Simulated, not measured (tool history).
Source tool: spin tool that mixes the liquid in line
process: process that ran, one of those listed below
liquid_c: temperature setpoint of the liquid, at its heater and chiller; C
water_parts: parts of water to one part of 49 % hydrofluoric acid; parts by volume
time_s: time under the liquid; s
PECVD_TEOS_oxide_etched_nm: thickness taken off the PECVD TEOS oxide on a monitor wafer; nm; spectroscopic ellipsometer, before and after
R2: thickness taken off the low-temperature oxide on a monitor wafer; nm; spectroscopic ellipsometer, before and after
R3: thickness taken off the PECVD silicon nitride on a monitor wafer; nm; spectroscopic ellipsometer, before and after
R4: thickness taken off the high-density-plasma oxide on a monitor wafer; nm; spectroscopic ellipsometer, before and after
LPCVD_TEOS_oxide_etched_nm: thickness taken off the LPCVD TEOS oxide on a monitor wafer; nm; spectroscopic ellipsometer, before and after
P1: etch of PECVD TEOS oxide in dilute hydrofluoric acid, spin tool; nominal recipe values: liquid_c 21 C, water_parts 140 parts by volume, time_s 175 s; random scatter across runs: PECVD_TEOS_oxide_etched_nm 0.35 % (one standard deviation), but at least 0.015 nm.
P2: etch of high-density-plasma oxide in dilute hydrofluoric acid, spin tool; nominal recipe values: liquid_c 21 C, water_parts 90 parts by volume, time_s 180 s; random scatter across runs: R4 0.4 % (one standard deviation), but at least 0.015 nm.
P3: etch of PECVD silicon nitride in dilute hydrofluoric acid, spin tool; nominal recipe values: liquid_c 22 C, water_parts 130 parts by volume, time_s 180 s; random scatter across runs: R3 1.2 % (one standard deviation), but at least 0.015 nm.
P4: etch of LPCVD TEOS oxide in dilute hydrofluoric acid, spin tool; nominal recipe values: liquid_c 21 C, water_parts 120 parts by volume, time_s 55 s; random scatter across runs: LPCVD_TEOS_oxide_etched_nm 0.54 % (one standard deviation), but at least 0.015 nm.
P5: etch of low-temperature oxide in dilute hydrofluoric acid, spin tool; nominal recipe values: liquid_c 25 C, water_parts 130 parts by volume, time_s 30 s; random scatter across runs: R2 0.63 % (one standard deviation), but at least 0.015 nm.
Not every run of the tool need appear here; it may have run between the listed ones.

Run 1, hour 8.7: process P1, liquid_c 21 C, water_parts 140 parts by volume, time_s 175 s. Result: PECVD_TEOS_oxide_etched_nm 26.538 nm.
Run 2, hour 25.3: process P1, liquid_c 21 C, water_parts 140 parts by volume, time_s 175 s. Result: PECVD_TEOS_oxide_etched_nm 26.637 nm.
Run 3, hour 38.6: process P1, liquid_c 21 C, water_parts 250 parts by volume, time_s 175 s. Result: PECVD_TEOS_oxide_etched_nm 13.328 nm.
Run 4, hour 47: process P5, liquid_c 25 C, water_parts 130 parts by volume, time_s 55 s. Result: R2 8.8294 nm.
Run 5, hour 57.6: process P3, liquid_c 22 C, water_parts 200 parts by volume, time_s 180 s. Result: R3 1.4993 nm.
Run 6, hour 71.7: process P5, liquid_c 19.5 C, water_parts 130 parts by volume, time_s 30 s. Result: R2 3.8176 nm.
Run 7, hour 85.3: process P5, liquid_c 25 C, water_parts 30 parts by volume, time_s 30 s. Result: R2 23.84 nm.
Run 8, hour 96.2: process P3, liquid_c 26 C, water_parts 130 parts by volume, time_s 180 s. Result: R3 3.0222 nm.
Run 9, hour 105.1: process P5, liquid_c 25 C, water_parts 130 parts by volume, time_s 30 s. Result: R2 4.8052 nm.
Run 10, hour 119.5: process P1, liquid_c 21 C, water_parts 140 parts by volume, time_s 90 s. Result: PECVD_TEOS_oxide_etched_nm 13.714 nm.
Run 11, hour 131.9: process P3, liquid_c 22 C, water_parts 130 parts by volume, time_s 325 s. Result: R3 4.1096 nm.
Run 12, hour 141.5: process P1, liquid_c 21 C, water_parts 140 parts by volume, time_s 175 s. Result: PECVD_TEOS_oxide_etched_nm 26.707 nm.
Run 13, hour 154.1: process P1, liquid_c 21 C, water_parts 140 parts by volume, time_s 175 s. Result: PECVD_TEOS_oxide_etched_nm 26.757 nm.
Run 14, hour 164.5: process P1, liquid_c 21 C, water_parts 70 parts by volume, time_s 175 s. Result: PECVD_TEOS_oxide_etched_nm 58.038 nm.
Run 15, hour 175.8: process P1, liquid_c 17 C, water_parts 140 parts by volume, time_s 175 s. Result: PECVD_TEOS_oxide_etched_nm 22.837 nm.
Run 16, hour 192.2: process P2, liquid_c 21 C, water_parts 90 parts by volume, time_s 55 s. Result: R4 2.6623 nm.
Run 17, hour 205.2: process P1, liquid_c 17 C, water_parts 140 parts by volume, time_s 305 s. Result: PECVD_TEOS_oxide_etched_nm 39.695 nm.
Run 18, hour 221.8: process P1, liquid_c 21 C, water_parts 140 parts by volume, time_s 175 s. Result: PECVD_TEOS_oxide_etched_nm 26.796 nm.
Run 19, hour 236.4: process P2, liquid_c 21 C, water_parts 90 parts by volume, time_s 180 s. Result: R4 8.6494 nm.
Run 20, hour 252.7: process P4, liquid_c 21 C, water_parts 70 parts by volume, time_s 55 s. Result: LPCVD_TEOS_oxide_etched_nm 19.37 nm.
Run 21, hour 261.6: process P4, liquid_c 24.5 C, water_parts 120 parts by volume, time_s 55 s. Result: LPCVD_TEOS_oxide_etched_nm 12.375 nm.
Run 22, hour 272: process P1, liquid_c 28.5 C, water_parts 140 parts by volume, time_s 175 s. Result: PECVD_TEOS_oxide_etched_nm 35.482 nm.
Run 23, hour 283.1: process P3, liquid_c 22 C, water_parts 130 parts by volume, time_s 180 s. Result: R3 2.3395 nm.
Run 24, hour 299.3: process P1, liquid_c 21 C, water_parts 140 parts by volume, time_s 175 s. Result: PECVD_TEOS_oxide_etched_nm 26.729 nm.

Run 25 is up next; what results do you expect?
Run 25, hour 308.4: process P1, liquid_c 21 C, water_parts 140 parts by volume, time_s 330 s. Result: PECVD_TEOS_oxide_etched_nm ?.

{"run 25": {"PECVD_TEOS_oxide_etched_nm": 50.033}}
